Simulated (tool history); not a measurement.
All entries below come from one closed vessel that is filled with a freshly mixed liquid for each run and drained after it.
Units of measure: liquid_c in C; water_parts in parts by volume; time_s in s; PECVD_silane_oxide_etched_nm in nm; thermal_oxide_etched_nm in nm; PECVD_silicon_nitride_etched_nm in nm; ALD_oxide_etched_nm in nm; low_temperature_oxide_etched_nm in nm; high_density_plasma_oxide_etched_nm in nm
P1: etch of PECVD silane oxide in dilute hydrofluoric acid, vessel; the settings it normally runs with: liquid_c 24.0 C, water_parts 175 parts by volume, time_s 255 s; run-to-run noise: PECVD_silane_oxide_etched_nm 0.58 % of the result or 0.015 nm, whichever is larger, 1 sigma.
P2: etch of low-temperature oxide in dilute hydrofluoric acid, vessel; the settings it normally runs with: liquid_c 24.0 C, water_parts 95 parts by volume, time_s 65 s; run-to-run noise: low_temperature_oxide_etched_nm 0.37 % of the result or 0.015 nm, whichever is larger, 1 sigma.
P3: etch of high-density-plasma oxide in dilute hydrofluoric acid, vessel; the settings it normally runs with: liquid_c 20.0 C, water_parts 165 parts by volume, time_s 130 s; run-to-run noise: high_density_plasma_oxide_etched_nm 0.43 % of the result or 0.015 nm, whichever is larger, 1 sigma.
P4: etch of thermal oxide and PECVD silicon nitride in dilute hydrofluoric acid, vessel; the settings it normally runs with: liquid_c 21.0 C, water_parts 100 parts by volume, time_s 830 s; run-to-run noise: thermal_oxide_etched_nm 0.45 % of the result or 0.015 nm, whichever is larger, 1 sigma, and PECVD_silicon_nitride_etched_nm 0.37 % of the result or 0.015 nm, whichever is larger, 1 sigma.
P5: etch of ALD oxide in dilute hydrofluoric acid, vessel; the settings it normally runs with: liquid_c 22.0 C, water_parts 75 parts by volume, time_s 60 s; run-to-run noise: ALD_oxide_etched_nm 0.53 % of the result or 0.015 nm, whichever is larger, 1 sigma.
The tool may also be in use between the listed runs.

run   hour  process  liquid_c  water_parts  time_s  PECVD_silane_oxide_etched_nm  thermal_oxide_etched_nm  PECVD_silicon_nitride_etched_nm  ALD_oxide_etched_nm  low_temperature_oxide_etched_nm  high_density_plasma_oxide_etched_nm
  1    2.7       P1      24.0          175     255                       23.1280
  2    6.5       P4      21.0          100     830                                                 34.771                           20.687
  3    9.1       P1      24.0           55     255                       85.5910
  4   12.5       P5      22.0           75      60                                                                                                       8.7806
  5   16.6       P4      21.0          180     830                                                 17.439                           11.679
  6   19.4       P1      24.0          175     255                       23.4020
  7   22.9       P1      24.0          175     255                       23.2090
  8   27.8       P1      31.0          175     255                       30.4300
  9   31.6       P2      24.0           50      65                                                                                                                                        33.941
 10   35.2       P3      17.0          165     130                                                                                                                                                                             6.3504
 11   38.7       P5      22.0           75      60                                                                                                       8.7532
 12   43.4       P3      20.0          165     130                                                                                                                                                                             7.1550
 13   45.5       P2      24.0           95      65                                                                                                                                        16.805
 14   47.9       P4      17.0          100     830                                                 29.179                           15.732
 15   50.8       P4      21.0          100     830                                                 34.137                           20.657
 16   55.6       P3      20.0          165     130                                                                                                                                                                             7.1756
 17   58.9       P5      22.0           75      30                                                                                                       4.4184
 18   61.6       P5      17.0           75      60                                                                                                       7.0966
 19   65.2       P2      31.5           95      65                                                                                                                                        22.513
 20   67.4       P1      20.0          175     255                       19.8570
      69.4  -- thermometer replaced
 21   71.0       P1      24.0          175     485                       43.6300
 22   74.8       P4      21.0          100    1340                                                 55.364                           33.470
 23   77.6       P1      24.0          235     440                       28.0050
      79.4  -- hydrofluoric acid flow meter replaced
 24   80.3       P2      24.0           95      30                                                                                                                                         7.747
 25   82.6       P1      24.0          175     255                       23.4240
 26   86.8       P1      24.0          175     255                       23.2690
 27   89.7       P1      24.0          260     255                       14.2790
 28   93.1       P3      20.0          295     130                                                                                                                                                                             3.5447
 29   96.8       P5      22.0          135      60                                                                                                       4.5432
 30   99.9       P3      20.0          165     220                                                                                                                                                                            12.1800
 31  104.2       P1      24.0          175      40                        3.6229
 32  107.6       P1      24.0          175     255                       23.6200
 33  111.7       P1      24.0          175     255                       23.2590
 34  114.6       P1      24.0          175     255                       23.7100
 35  117.5       P1      24.0          175     255                       23.8800
 36  120.6       P1      24.0          175     255                       24.2070
 37  123.0       P1      24.0          175     255                       24.1800
 38  125.7       P1      24.0          175     255                       24.4640
 39  128.2       P1      24.0          175     255                       24.6100
 40  131.0       P1      24.0          175     255                       24.4630

The next listed run, before its measurement:
 41  134.7       P1      24.0          175     255                             ?

PECVD_silane_oxide_etched_nm: 24.5160 nm
